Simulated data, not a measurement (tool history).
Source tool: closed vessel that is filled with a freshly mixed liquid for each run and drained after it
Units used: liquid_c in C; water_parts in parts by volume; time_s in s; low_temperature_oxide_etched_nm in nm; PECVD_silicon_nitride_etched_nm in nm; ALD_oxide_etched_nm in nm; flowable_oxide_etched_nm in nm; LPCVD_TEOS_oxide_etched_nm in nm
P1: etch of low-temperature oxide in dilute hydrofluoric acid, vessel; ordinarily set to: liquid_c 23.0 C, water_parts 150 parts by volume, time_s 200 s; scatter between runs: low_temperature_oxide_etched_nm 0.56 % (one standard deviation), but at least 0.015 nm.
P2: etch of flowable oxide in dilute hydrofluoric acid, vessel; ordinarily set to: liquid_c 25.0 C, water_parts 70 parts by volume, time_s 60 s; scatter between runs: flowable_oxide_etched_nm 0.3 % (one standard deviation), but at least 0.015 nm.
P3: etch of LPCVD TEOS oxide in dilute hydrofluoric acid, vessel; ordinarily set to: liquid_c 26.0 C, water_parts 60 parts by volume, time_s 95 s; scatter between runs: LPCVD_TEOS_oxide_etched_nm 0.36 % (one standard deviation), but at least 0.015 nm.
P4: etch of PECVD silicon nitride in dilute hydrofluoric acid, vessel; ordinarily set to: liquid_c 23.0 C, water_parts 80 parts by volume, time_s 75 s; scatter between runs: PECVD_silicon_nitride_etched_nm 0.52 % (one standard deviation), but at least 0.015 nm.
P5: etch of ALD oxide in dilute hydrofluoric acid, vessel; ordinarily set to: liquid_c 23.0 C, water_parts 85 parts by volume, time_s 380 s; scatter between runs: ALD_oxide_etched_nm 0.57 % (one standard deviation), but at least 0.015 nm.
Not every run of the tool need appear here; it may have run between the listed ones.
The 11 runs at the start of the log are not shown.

run	hour	process	liquid_c	water_parts	time_s	hours since the thermometer was replaced	hours since the hydrofluoric acid flow meter was replaced	low_temperature_oxide_etched_nm	PECVD_silicon_nitride_etched_nm	ALD_oxide_etched_nm	flowable_oxide_etched_nm	LPCVD_TEOS_oxide_etched_nm
12	79.6	P3	26.0	100	95	788.3	427.0					20.447
13	87.6	P2	25.0	70	60	796.3	435.0				27.327	
14	92.5	P1	23.0	150	200	801.2	439.9	30.1130				
15	98.8	P1	23.0	265	200	807.5	446.2	14.9860				
16	102.8	P4	23.0	145	75	811.5	450.2		2.7538			
17	109.6	P3	26.0	60	170	818.3	457.0					63.497
18	116.7	P1	23.0	35	200	825.4	464.1	147.0300				
19	124.8	P4	29.5	80	75	833.5	472.2		7.4627			
20	133.2	P1	30.5	85	200	841.9	480.6	76.1360				
21	138.7	P5	23.0	145	380	847.4	486.1			32.251		
22	144.2	P1	29.5	150	200	852.9	491.6	37.9920				

What does the tool deliver on the next run?
23	151.9	P1	23.0	150	200	860.6	499.3	?				

Run 23 yielded low_temperature_oxide_etched_nm 29.9230 nm.

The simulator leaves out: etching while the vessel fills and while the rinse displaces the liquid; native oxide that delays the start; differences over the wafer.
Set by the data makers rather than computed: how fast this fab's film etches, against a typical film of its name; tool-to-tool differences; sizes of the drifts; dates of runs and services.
